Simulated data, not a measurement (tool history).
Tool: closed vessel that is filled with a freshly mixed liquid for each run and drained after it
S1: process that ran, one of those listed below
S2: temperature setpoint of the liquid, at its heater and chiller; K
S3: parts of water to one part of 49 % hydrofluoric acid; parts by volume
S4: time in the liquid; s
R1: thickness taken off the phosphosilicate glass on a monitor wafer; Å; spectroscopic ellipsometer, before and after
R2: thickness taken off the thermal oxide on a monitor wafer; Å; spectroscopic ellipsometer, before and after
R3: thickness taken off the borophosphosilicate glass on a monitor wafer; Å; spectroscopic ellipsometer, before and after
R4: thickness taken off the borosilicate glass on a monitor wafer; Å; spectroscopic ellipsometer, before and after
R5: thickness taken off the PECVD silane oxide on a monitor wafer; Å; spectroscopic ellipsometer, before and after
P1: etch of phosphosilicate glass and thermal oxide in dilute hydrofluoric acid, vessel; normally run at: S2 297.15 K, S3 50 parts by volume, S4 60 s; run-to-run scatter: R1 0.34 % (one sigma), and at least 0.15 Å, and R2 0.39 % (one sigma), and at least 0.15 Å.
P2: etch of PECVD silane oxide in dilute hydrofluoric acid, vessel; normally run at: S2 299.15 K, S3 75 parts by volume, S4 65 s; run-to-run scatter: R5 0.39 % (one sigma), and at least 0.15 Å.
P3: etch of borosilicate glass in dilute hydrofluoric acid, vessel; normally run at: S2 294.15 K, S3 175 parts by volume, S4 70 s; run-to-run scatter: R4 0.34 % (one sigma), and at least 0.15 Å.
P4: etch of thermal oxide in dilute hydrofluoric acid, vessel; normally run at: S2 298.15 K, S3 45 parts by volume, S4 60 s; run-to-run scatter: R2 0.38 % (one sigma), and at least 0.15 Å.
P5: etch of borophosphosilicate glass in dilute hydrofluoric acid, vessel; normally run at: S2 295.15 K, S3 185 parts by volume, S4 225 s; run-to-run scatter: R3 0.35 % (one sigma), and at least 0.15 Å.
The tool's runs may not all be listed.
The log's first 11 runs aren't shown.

{"run": 12, "hour": 77.9, "S1": "P1", "S2": 303.15, "S3": 50, "S4": 95, "R1": 5295.3, "R2": 114.0}
{"run": 13, "hour": 84.2, "S1": "P2", "S2": 299.15, "S3": 20, "S4": 65, "R5": 1169.5}
{"run": 14, "hour": 91.5, "S1": "P4", "S2": 298.15, "S3": 65, "S4": 60, "R2": 46.17}
{"run": 15, "hour": 97.4, "S1": "P5", "S2": 291.15, "S3": 185, "S4": 225, "R3": 260.18}
{"run": 16, "hour": 103.0, "S1": "P5", "S2": 295.15, "S3": 185, "S4": 225, "R3": 301.95}
{"run": 17, "hour": 107.2, "S1": "P1", "S2": 304.65, "S3": 50, "S4": 60, "R1": 3552.7, "R2": 76.241}
{"run": 18, "hour": 113.8, "S1": "P1", "S2": 297.15, "S3": 50, "S4": 60, "R1": 2632.0, "R2": 56.26}
{"run": 19, "hour": 121.8, "S1": "P1", "S2": 297.15, "S3": 90, "S4": 60, "R1": 1391.7, "R2": 29.669}
{"run": 20, "hour": 128.8, "S1": "P1", "S2": 297.15, "S3": 50, "S4": 30, "R1": 1315.0, "R2": 27.918}
{"run": 21, "hour": 133.8, "S1": "P5", "S2": 295.15, "S3": 185, "S4": 225, "R3": 302.84}

Run 22 comes next. What will it give?
{"run": 22, "hour": 142.6, "S1": "P1", "S2": 297.15, "S3": 50, "S4": 60, "R1": "?", "R2": "?"}

R1: 2636.0 Å
R2: 56.841 Å
